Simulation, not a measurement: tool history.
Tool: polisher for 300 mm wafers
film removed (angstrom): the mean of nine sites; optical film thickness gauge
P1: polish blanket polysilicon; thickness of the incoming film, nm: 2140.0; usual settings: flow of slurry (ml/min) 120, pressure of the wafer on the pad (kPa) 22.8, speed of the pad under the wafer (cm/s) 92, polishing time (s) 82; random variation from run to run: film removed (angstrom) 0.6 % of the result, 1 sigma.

run	day	flow of slurry (ml/min)	pressure of the wafer on the pad (kPa)	speed of the pad under the wafer (cm/s)	polishing time (s)	wafers polished on this pad	hours since the slurry nozzle was cleaned	hours since the head pressure was calibrated	film removed (angstrom)
1	0.421	120	22.8	92	82	494	281.9	599.5	6343.3
2	0.729	160	35.2	92	82	537	289.3	606.9	10327
3	1.1	170	22.8	92	82	588	298.2	615.8	6718
4	1.421	120	22.8	92	82	632	305.9	623.5	6291.7
5	1.625	75	22.8	92	82	661	310.8	628.4	5537.4
6	1.833	120	22.8	46	82	689	315.8	633.4	3140.3
7	2.1	120	22.8	92	37	726	322.2	639.8	2843.7
8	2.379	120	22.8	120	82	765	328.9	646.5	8264.1
9	2.762	120	22.8	92	82	818	338.1	655.7	6244.5
10	3.054	120	10.3	92	82	858	345.1	662.7	2869.4
11	3.462	120	22.8	92	82	914	354.9	672.5	6397.2
12	3.833	85	22.8	68	82	965	363.8	681.4	4291.6
13	4.175	120	22.8	92	82	1013	372	689.6	6286.2
14	4.375	120	22.8	126	42	1040	376.8	694.4	4448.9
15	4.7	120	22.8	92	131	1085	384.6	702.2	10075
16	4.962	120	33.8	92	82	1121	390.9	708.5	9398.6
17	5.192	120	22.8	92	82	1153	396.4	714	6324.2
18	5.404	120	22.8	92	82	1182	401.5	719.1	6239.3
19	5.779	120	22.8	92	82	1234	410.5	728.1	6081.5
20	6.204	120	22.8	92	82	1293	420.7	738.3	5966.6
21	6.504	120	22.8	92	82	1334	427.9	745.5	5871.8
22	6.767	120	22.8	92	82	1371	434.2	751.8	5851
23	6.962	120	22.8	92	82	1398	438.9	756.5	5814.7
# day 7.042: head pressure recalibrated
24	7.362	120	22.8	92	82	1453	448.5	7.8	5798.1
25	7.758	120	22.8	92	82	1507	458	17.3	5783
26	8.108	120	22.8	92	82	1556	466.4	25.7	5776.1
27	8.442	120	22.8	92	82	1602	474.4	33.7	5738.7

What P1 gives has crept away from where it was. These 2 causes fit the log equally well, each at the size given:
A: slurry flow missing at the pad, % = 31.7
B: removal rate lost through wear of the pad, % = 9.23
The creep began at about day 5.192.
Why every other cause is out:
head's pressure below its setpoint, %: serviced at day 7.042, which brought nothing back

4 check runs are offered, each on 5 wafers whose results are averaged, their results left as question marks. Which one tells the causes apart?
check 1	8.775	120	22.8	120	82				?
check 2	8.775	120	22.8	48	82				?
check 3	8.775	160	22.8	92	82				?
check 4	8.775	120	10.3	92	123				?

What each check would give under each cause:
check	result	if A	if B
check 1	film removed (angstrom)	7485.2	7485.7
check 2	film removed (angstrom)	2994.1	2994.3
check 3	film removed (angstrom)	6192.1	6057.7
check 4	film removed (angstrom)	3912.7	3913
How far apart the two closest causes lie, in the result that separates them most: check 1 0.01 %; check 2 0.01 %; check 3 2.19 %; check 4 0.01 %
Check 3 tells the causes apart: in the others they would give nearly the same result.

Then check 3 was run and gave: film removed (angstrom) 6197.8. Which cause is it?

It is A: slurry flow missing at the pad, %.
